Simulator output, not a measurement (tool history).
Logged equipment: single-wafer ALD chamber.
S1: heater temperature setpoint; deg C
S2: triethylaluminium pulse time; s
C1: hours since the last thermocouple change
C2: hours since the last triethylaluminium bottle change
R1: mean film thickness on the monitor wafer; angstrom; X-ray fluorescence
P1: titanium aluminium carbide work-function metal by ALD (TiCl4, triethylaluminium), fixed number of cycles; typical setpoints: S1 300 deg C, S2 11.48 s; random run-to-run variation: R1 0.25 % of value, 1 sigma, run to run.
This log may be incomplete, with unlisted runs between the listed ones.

run,hour,S1,S2,C1,C2,R1
1,12.0,300,11.48,1869.7,347.7,20.654
2,22.6,281,11.48,1880.3,358.3,18.902
3,31.7,300,4.55,1889.4,367.4,16.648
4,38.9,300,11.48,1896.6,374.6,20.577
5,46.1,300,11.48,1903.8,381.8,20.669
6,57.2,325,11.48,1914.9,392.9,22.976
7,72.8,300,11.48,1930.5,408.5,20.655
8,84.0,300,16.54,1941.7,419.7,21.037
9,98.2,300,11.48,1955.9,433.9,20.625
10,113.9,285,16.36,1971.6,449.6,19.607
11,127.6,300,11.48,1985.3,463.3,20.648

What does the tool deliver on the next run?
12,137.6,300,11.48,1995.3,473.3,?

Logged for run 12: R1 20.632 angstrom.
